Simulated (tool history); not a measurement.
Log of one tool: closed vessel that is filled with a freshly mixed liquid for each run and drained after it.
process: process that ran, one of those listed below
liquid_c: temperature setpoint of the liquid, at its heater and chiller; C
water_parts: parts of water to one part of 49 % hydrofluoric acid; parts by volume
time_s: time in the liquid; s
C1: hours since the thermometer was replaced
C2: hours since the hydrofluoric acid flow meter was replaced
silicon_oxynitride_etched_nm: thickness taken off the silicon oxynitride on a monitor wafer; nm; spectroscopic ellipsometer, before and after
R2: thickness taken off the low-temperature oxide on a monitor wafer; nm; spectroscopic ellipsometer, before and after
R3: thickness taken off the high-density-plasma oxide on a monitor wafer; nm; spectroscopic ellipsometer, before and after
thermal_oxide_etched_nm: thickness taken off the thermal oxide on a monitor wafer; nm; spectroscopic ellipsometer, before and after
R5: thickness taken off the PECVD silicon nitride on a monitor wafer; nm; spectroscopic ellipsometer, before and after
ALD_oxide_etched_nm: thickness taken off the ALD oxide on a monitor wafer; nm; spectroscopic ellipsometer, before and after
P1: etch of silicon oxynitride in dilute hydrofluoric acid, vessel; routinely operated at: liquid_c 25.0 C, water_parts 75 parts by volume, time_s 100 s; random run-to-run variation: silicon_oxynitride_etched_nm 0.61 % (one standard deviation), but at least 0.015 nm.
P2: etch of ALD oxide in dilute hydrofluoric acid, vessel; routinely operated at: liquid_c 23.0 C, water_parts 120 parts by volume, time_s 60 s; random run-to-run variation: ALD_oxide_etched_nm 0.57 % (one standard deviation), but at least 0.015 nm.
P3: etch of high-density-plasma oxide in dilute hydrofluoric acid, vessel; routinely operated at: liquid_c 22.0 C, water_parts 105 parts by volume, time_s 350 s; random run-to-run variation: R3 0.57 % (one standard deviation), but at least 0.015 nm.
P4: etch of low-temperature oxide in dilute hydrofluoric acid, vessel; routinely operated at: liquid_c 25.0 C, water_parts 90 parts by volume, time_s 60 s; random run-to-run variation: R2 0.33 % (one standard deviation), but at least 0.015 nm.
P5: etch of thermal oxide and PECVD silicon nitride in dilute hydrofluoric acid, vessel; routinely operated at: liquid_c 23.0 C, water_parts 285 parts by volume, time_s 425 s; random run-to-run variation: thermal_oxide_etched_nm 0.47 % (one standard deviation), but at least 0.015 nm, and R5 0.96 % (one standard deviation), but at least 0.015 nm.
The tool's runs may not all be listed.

{"run": 1, "hour": 15.8, "process": "P1", "liquid_c": 25.0, "water_parts": 75, "time_s": 100, "C1": 790.8, "C2": 1172.5, "silicon_oxynitride_etched_nm": 3.905}
{"run": 2, "hour": 24.0, "process": "P1", "liquid_c": 25.0, "water_parts": 75, "time_s": 100, "C1": 799.0, "C2": 1180.7, "silicon_oxynitride_etched_nm": 3.9345}
{"run": 3, "hour": 40.0, "process": "P1", "liquid_c": 25.0, "water_parts": 125, "time_s": 100, "C1": 815.0, "C2": 1196.7, "silicon_oxynitride_etched_nm": 2.2541}
{"run": 4, "hour": 49.8, "process": "P4", "liquid_c": 25.0, "water_parts": 90, "time_s": 60, "C1": 824.8, "C2": 1206.5, "R2": 12.527}
{"run": 5, "hour": 65.1, "process": "P3", "liquid_c": 17.0, "water_parts": 105, "time_s": 350, "C1": 840.1, "C2": 1221.8, "R3": 17.63}
{"run": 6, "hour": 76.2, "process": "P1", "liquid_c": 25.0, "water_parts": 75, "time_s": 30, "C1": 851.2, "C2": 1232.9, "silicon_oxynitride_etched_nm": 1.2055}
{"run": 7, "hour": 85.3, "process": "P1", "liquid_c": 25.0, "water_parts": 75, "time_s": 145, "C1": 860.3, "C2": 1242.0, "silicon_oxynitride_etched_nm": 5.6583}
{"run": 8, "hour": 101.1, "process": "P1", "liquid_c": 25.0, "water_parts": 40, "time_s": 100, "C1": 876.1, "C2": 1257.8, "silicon_oxynitride_etched_nm": 7.6367}
{"run": 9, "hour": 113.4, "process": "P1", "liquid_c": 25.0, "water_parts": 75, "time_s": 100, "C1": 888.4, "C2": 1270.1, "silicon_oxynitride_etched_nm": 3.9391}
{"run": 10, "hour": 126.3, "process": "P3", "liquid_c": 22.0, "water_parts": 105, "time_s": 350, "C1": 901.3, "C2": 1283.0, "R3": 21.833}
{"run": 11, "hour": 142.8, "process": "P5", "liquid_c": 23.0, "water_parts": 470, "time_s": 425, "C1": 917.8, "C2": 1299.5, "thermal_oxide_etched_nm": 2.8782, "R5": 1.4571}
{"run": 12, "hour": 158.1, "process": "P2", "liquid_c": 23.0, "water_parts": 120, "time_s": 60, "C1": 933.1, "C2": 1314.8, "ALD_oxide_etched_nm": 11.965}
{"run": 13, "hour": 173.3, "process": "P5", "liquid_c": 23.0, "water_parts": 285, "time_s": 425, "C1": 948.3, "C2": 1330.0, "thermal_oxide_etched_nm": 5.5387, "R5": 2.3357}
{"run": 14, "hour": 185.3, "process": "P5", "liquid_c": 23.0, "water_parts": 285, "time_s": 425, "C1": 960.3, "C2": 1342.0, "thermal_oxide_etched_nm": 5.5357, "R5": 2.4476}
{"run": 15, "hour": 201.0, "process": "P1", "liquid_c": 30.5, "water_parts": 75, "time_s": 100, "C1": 976.0, "C2": 1357.7, "silicon_oxynitride_etched_nm": 5.0171}
{"run": 16, "hour": 214.2, "process": "P1", "liquid_c": 20.5, "water_parts": 75, "time_s": 100, "C1": 989.2, "C2": 1370.9, "silicon_oxynitride_etched_nm": 3.2042}
{"run": 17, "hour": 222.2, "process": "P4", "liquid_c": 25.0, "water_parts": 20, "time_s": 60, "C1": 997.2, "C2": 1378.9, "R2": 61.838}
{"run": 18, "hour": 239.7, "process": "P4", "liquid_c": 25.0, "water_parts": 90, "time_s": 60, "C1": 1014.7, "C2": 1396.4, "R2": 12.501}
{"run": 19, "hour": 255.3, "process": "P2", "liquid_c": 29.5, "water_parts": 120, "time_s": 60, "C1": 1030.3, "C2": 1412.0, "ALD_oxide_etched_nm": 15.236}
{"run": 20, "hour": 264.6, "process": "P1", "liquid_c": 25.0, "water_parts": 25, "time_s": 35, "C1": 1039.6, "C2": 1421.3, "silicon_oxynitride_etched_nm": 4.2727}
{"run": 21, "hour": 278.6, "process": "P1", "liquid_c": 25.0, "water_parts": 75, "time_s": 100, "C1": 1053.6, "C2": 1435.3, "silicon_oxynitride_etched_nm": 3.9266}
{"run": 22, "hour": 294.9, "process": "P1", "liquid_c": 25.0, "water_parts": 75, "time_s": 100, "C1": 1069.9, "C2": 1451.6, "silicon_oxynitride_etched_nm": 3.9096}
{"run": 23, "hour": 312.4, "process": "P4", "liquid_c": 18.5, "water_parts": 90, "time_s": 60, "C1": 1087.4, "C2": 1469.1, "R2": 9.5824}
{"run": 24, "hour": 325.9, "process": "P2", "liquid_c": 23.0, "water_parts": 25, "time_s": 60, "C1": 1100.9, "C2": 1482.6, "ALD_oxide_etched_nm": 64.222}
{"run": 25, "hour": 343.3, "process": "P5", "liquid_c": 23.0, "water_parts": 285, "time_s": 205, "C1": 1118.3, "C2": 1500.0, "thermal_oxide_etched_nm": 2.7049, "R5": 1.1686}
{"run": 26, "hour": 352.9, "process": "P3", "liquid_c": 22.0, "water_parts": 30, "time_s": 350, "C1": 1127.9, "C2": 1509.6, "R3": 83.628}
{"run": 27, "hour": 365.1, "process": "P4", "liquid_c": 25.0, "water_parts": 90, "time_s": 110, "C1": 1140.1, "C2": 1521.8, "R2": 22.826}
{"run": 28, "hour": 380.4, "process": "P5", "liquid_c": 31.0, "water_parts": 285, "time_s": 425, "C1": 1155.4, "C2": 1537.1, "thermal_oxide_etched_nm": 7.2534, "R5": 3.8801}
{"run": 29, "hour": 390.4, "process": "P3", "liquid_c": 22.0, "water_parts": 105, "time_s": 30, "C1": 1165.4, "C2": 1547.1, "R3": 1.8548}
{"run": 30, "hour": 401.5, "process": "P2", "liquid_c": 23.0, "water_parts": 120, "time_s": 35, "C1": 1176.5, "C2": 1558.2, "ALD_oxide_etched_nm": 6.9734}

Run 31, settings as shown, results not yet in. Your forecast:
{"run": 31, "hour": 411.9, "process": "P1", "liquid_c": 25.0, "water_parts": 75, "time_s": 100, "C1": 1186.9, "C2": 1568.6, "silicon_oxynitride_etched_nm": "?"}

{"run 31": {"silicon_oxynitride_etched_nm": 3.9627}}
